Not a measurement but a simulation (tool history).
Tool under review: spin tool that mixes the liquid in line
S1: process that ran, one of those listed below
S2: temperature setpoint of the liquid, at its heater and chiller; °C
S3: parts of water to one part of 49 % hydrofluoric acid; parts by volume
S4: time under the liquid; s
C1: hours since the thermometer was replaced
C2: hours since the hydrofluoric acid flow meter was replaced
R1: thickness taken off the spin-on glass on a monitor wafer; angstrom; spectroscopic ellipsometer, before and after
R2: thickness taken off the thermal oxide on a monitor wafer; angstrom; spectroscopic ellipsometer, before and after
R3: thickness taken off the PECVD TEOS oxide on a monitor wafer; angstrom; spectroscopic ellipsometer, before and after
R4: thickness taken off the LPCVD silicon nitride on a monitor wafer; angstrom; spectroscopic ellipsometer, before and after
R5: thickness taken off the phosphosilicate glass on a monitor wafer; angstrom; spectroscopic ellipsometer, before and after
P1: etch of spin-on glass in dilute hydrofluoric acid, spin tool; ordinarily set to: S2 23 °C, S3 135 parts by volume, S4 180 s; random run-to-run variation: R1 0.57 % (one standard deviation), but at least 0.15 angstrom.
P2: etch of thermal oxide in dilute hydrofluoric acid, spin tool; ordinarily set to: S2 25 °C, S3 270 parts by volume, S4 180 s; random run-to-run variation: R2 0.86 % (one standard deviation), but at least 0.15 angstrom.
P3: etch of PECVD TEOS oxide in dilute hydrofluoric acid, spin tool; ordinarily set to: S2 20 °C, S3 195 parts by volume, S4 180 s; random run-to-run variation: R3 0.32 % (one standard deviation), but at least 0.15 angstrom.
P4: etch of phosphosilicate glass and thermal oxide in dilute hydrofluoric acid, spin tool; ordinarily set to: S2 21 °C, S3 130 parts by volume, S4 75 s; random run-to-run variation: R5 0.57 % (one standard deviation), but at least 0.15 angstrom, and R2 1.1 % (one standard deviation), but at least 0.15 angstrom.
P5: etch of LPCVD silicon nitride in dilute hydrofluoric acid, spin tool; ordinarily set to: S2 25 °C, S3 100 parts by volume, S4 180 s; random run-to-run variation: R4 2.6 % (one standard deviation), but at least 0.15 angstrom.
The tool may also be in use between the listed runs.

run    day  S1  S2   S3   S4     C1     C2       R1        R2       R3       R4       R5
  1  0.100  P1  23  135  180  649.6  415.4  258.880
  2  0.250  P2  18  270  180  653.2  419.0            21.4660
  3  0.425  P1  23  135  180  657.4  423.2  258.450
  4  0.592  P2  25  270  180  661.4  427.2            26.6720
  5  0.775  P2  25  270   20  665.8  431.6             2.9513
  6  0.938  P3  20  195   15  669.7  435.5                      10.535
  7  1.129  P5  25  100  180  674.3  440.1                               8.9421
  8  1.246  P4  21  130   75  677.1  442.9            23.8650                    473.350
  9  1.408  P1  23  135   35  681.0  446.8   50.225
 10  1.588  P1  23  135  290  685.3  451.1  417.750
 11  1.675  P1  23  135  180  687.4  453.2  256.560
 12  1.871  P1  17  135   95  692.1  457.9  106.850
 13  1.979  P1  19  135  180  694.7  460.5  218.500
 14  2.071  P1  30  135  180  696.9  462.7  335.780
 15  2.162  P3  20  355  180  699.1  464.9                      58.990
 16  2.317  P3  17  195  180  702.8  468.6                     110.500
 17  2.450  P4  21  200   75  706.0  471.8            14.4150                    285.760
 18  2.604  P5  25   45  180  709.7  475.5                              18.5170
 19  2.733  P5  25  100  180  712.8  478.6                               8.7064
 20  2.879  P3  20  195  180  716.3  482.1                     124.750
 21  3.046  P1  17  185  180  720.3  486.1  141.160
 22  3.221  P4  21  130   15  724.5  490.3             4.7809                     93.334
 23  3.321  P2  25   75  180  726.9  492.7           121.7400
 24  3.479  P5  17  100  180  730.7  496.5                               5.2207
 25  3.600  P1  23   65  180  733.6  499.4  574.040
 26  3.746  P1  23  135  180  737.1  502.9  259.010
 27  3.875  P1  23  135  180  740.2  506.0  257.460
 28  4.012  P5  25  100   95  743.5  509.3                               4.7470
 29  4.100  P4  28  130   75  745.6  511.4            32.1870                    617.140
 30  4.279  P1  23  235  180  749.9  515.7  134.490
 31  4.429  P1  23  135  180  753.5  519.3  256.490
 32  4.546  P1  23  135  180  756.3  522.1  247.870
 33  4.696  P1  23  135  180  759.9  525.7  244.050
 34  4.862  P1  23  135  180  763.9  529.7  238.520
 35  5.000  P1  23  135  180  767.2  533.0  238.020
 36  5.129  P1  23  135  180  770.3  536.1  234.230
 37  5.233  P1  23  135  180  772.8  538.6  234.610
 38  5.362  P1  23  135  180  775.9  541.7  235.210

Estimate the outcome of run 39 from the log above:
 39  5.471  P1  23  135  180  778.5  544.3   ?

R1: 235.070 angstrom

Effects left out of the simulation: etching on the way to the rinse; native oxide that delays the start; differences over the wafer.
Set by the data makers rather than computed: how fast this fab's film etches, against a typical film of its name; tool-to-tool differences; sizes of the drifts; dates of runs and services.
